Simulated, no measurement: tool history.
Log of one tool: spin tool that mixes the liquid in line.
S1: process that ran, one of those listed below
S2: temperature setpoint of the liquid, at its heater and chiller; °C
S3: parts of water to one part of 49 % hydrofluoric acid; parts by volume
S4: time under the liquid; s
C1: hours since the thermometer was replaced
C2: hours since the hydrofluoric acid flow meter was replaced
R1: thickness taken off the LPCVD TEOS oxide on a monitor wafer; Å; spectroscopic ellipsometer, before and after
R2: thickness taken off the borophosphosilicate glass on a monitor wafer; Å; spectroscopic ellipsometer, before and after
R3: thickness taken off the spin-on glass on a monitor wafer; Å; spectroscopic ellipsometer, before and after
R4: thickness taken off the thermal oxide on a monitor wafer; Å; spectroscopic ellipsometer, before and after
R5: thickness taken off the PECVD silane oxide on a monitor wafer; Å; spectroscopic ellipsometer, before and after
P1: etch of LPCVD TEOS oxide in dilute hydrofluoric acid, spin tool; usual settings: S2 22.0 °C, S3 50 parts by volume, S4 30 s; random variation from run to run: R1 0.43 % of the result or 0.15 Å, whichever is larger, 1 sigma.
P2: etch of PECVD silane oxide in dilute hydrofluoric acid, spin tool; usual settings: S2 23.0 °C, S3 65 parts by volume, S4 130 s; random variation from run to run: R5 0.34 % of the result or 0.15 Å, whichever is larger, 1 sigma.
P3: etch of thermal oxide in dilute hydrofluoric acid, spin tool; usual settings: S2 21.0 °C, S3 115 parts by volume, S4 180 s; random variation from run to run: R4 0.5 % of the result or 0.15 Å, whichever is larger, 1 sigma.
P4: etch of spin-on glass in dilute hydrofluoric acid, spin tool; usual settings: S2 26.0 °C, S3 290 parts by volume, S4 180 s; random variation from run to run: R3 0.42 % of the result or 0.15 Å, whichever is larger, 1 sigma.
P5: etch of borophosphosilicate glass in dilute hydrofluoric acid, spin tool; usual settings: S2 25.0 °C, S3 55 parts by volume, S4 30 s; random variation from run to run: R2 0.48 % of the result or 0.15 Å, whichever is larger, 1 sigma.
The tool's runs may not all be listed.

run,hour,S1,S2,S3,S4,C1,C2,R1,R2,R3,R4,R5
1,6.1,P1,22.0,50,30,560.3,222.0,96.517,,,,
2,18.0,P5,25.0,55,30,572.2,233.9,,297.69,,,
3,28.4,P4,26.0,290,15,582.6,244.3,,,9.31,,
4,38.4,P1,22.0,50,30,592.6,254.3,96.326,,,,
5,49.3,P1,22.0,50,15,603.5,265.2,47.996,,,,
6,58.8,P3,28.5,115,180,613.0,274.7,,,,83.353,
7,65.8,P2,23.0,100,130,620.0,281.7,,,,,201.38
8,76.1,P1,22.0,50,30,630.3,292.0,96.363,,,,
9,82.6,P3,21.0,65,180,636.8,298.5,,,,116.650,
10,91.1,P1,22.0,50,30,645.3,307.0,96.416,,,,
11,102.8,P1,22.0,50,60,657.0,318.7,193.010,,,,
# hour 110.6: thermometer replaced
12,111.1,P5,18.0,55,30,0.5,327.0,,223.68,,,
13,117.0,P1,28.5,50,30,6.4,332.9,126.260,,,,
14,127.5,P3,21.0,115,180,16.9,343.4,,,,62.422,
15,135.6,P5,25.0,100,30,25.0,351.5,,154.51,,,
16,145.8,P1,22.0,50,30,35.2,361.7,96.497,,,,
# hour 147.2: hydrofluoric acid flow meter replaced
17,155.0,P4,30.5,290,180,44.4,7.9,,,132.20,,
18,161.4,P1,22.0,20,30,50.8,14.3,249.950,,,,
19,170.3,P5,25.0,55,30,59.7,23.2,,299.56,,,
20,176.5,P2,29.5,65,130,65.9,29.4,,,,,418.22
21,183.3,P5,25.0,55,50,72.7,36.2,,492.56,,,
22,189.0,P3,21.0,115,90,78.4,41.9,,,,31.178,
23,197.7,P4,26.0,290,180,87.1,50.6,,,112.08,,
24,203.1,P1,26.5,50,60,92.5,56.0,231.360,,,,

Forecast run 25:
25,211.9,P1,18.0,50,30,101.3,64.8,?,,,,

{"run 25": {"R1": 81.562}}

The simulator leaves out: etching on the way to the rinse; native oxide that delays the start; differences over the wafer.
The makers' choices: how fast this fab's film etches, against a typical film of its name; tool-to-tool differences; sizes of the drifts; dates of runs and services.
